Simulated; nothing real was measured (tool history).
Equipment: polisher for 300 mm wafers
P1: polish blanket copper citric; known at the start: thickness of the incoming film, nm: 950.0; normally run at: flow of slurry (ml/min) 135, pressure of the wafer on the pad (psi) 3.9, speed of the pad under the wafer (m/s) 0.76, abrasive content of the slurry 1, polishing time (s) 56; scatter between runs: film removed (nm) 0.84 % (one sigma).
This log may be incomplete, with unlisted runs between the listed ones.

run   hour  flow of slurry (ml/min)  pressure of the wafer on the pad (psi)  speed of the pad under the wafer (m/s)  abrasive content of the slurry  polishing time (s)  wafers polished on this pad  hours since the slurry nozzle was cleaned  hours since the head pressure was calibrated  hours since the slurry blender was calibrated  film removed (nm)
  1    8.5                      135                                     3.9                                    0.76                               1                  56                          282                                      157.8                                         758.3                                          207.9              102.7
  2   24.2                      135                                     1.8                                    0.76                               1                  56                          491                                      173.5                                           774                                          223.6             49.258
  3   31.1                      135                                     5.6                                    1.14                               1                  56                          582                                      180.4                                         780.9                                          230.5             221.04
  4   42.1                      135                                     3.9                                    0.76                               1                  56                          728                                      191.4                                         791.9                                          241.5              103.8
      43.7  -- slurry blender recalibrated
  5   55.4                      135                                     3.9                                    0.76                               1                  56                          904                                      204.7                                         805.2                                           11.7             102.63
      59.6  -- head pressure recalibrated
  6   66.5                      135                                     3.9                                    0.76                               1                  37                         1052                                      215.8                                           6.9                                           22.8             68.218
  7   81.5                      135                                     3.9                                    0.76                               1                  56                         1251                                      230.8                                          21.9                                           37.8             103.39
  8   92.1                      135                                     3.9                                    0.76                               1                  56                         1391                                      241.4                                          32.5                                           48.4             103.52
  9  100.4                      135                                     3.9                                       1                               1                  56                         1501                                      249.7                                          40.8                                           56.7             136.85
 10  112.9                      135                                     3.9                                    0.76                               1                  83                         1667                                      262.2                                          53.3                                           69.2             154.64
 11  128.3                       80                                     3.9                                    0.76                               1                  56                         1871                                      277.6                                          68.7                                           84.6             91.343
 12  142.5                      135                                     5.5                                    0.76                               1                  56                         2060                                      291.8                                          82.9                                           98.8             145.85
 13  157.4                      135                                     3.9                                    0.76                             1.4                  56                         2257                                      306.7                                          97.8                                          113.7             110.94
 14    165                      180                                     3.9                                    0.76                               1                  56                         2358                                      314.3                                         105.4                                          121.3             107.01
 15  180.1                      135                                     3.9                                    0.44                               1                  56                         2558                                      329.4                                         120.5                                          136.4             60.703
 16  194.4                      135                                     3.9                                    0.76                            0.75                  56                         2748                                      343.7                                         134.8                                          150.7             99.139
 17  202.3                      135                                     3.9                                    0.76                               1                  56                         2853                                      351.6                                         142.7                                          158.6             103.94
 18  210.3                      135                                     3.9                                    0.76                               1                  56                         2959                                      359.6                                         150.7                                          166.6             101.58
 19  219.4                      135                                     3.9                                    0.76                               1                  56                         3080                                      368.7                                         159.8                                          175.7             96.923
 20  230.5                      135                                     3.9                                    0.76                               1                  56                         3227                                      379.8                                         170.9                                          186.8             96.047
 21  241.6                      135                                     3.9                                    0.76                               1                  56                         3374                                      390.9                                           182                                          197.9             92.988
       245  -- slurry blender recalibrated
     246.6  -- worn pad replaced by a new one
 22  249.8                      135                                     3.9                                    0.76                               1                  56                           43                                      399.1                                         190.2                                            4.9             92.141
 23  262.3                      135                                     3.9                                    0.76                               1                  56                          208                                      411.6                                         202.7                                           17.4             92.995
 24  269.7                      135                                     3.9                                    0.76                               1                  56                          307                                        419                                         210.1                                           24.8             92.208

The log shows P1 creeping away from where it was. Any of the 2 causes listed here, at the size stated for it, fits the log just as well as the others:
A: head's pressure below its setpoint, % = 11.1
B: slurry flow missing at the pad, % = 37.9
Creep in the process output first set in at about hour 202.3.
Every other cause this tool's parts could produce, and why it does not fit the log:
removal rate lost through wear of the pad, %: work on it at hour 246.6, done after the drift set in, did not restore what the process gave before
abrasive missing from the slurry, %: work on it at hour 245, done after the drift set in, did not restore what the process gave before

Which of the check runs below tells the causes apart, meaning the causes would give it clearly different results? Each run uses 3 wafers whose results are averaged, and each result is shown as a question mark.
check 1  277.1                      135                                     3.9                                    0.76                             0.8                  56                                                                                                                                                                                       ?
check 2  277.1                      135                                     1.8                                    0.76                               1                  56                                                                                                                                                                                       ?
check 3  277.1                       95                                     3.9                                    0.76                               1                  56                                                                                                                                                                                       ?
check 4  277.1                      135                                       5                                    0.76                               1                  56                                                                                                                                                                                       ?

Predicted outcomes, by check and by cause:
  check             result    if A    if B
check 1  film removed (nm)  87.924  87.922
check 2  film removed (nm)  43.895  43.748
check 3  film removed (nm)  85.106   81.72
check 4  film removed (nm)  117.46  117.53
Gap, in per cent, between the two causes that each check separates least, read from the result that separates them most: check 1 0 %; check 2 0.34 %; check 3 4.06 %; check 4 0.06 %
Only in check 3 would the causes give clearly different results; in the remaining checks their results would be nearly the same.

After running check 3, the following was obtained: film removed (nm) 81.306. Which cause does this point to?

The cause is B: slurry flow missing at the pad, %.
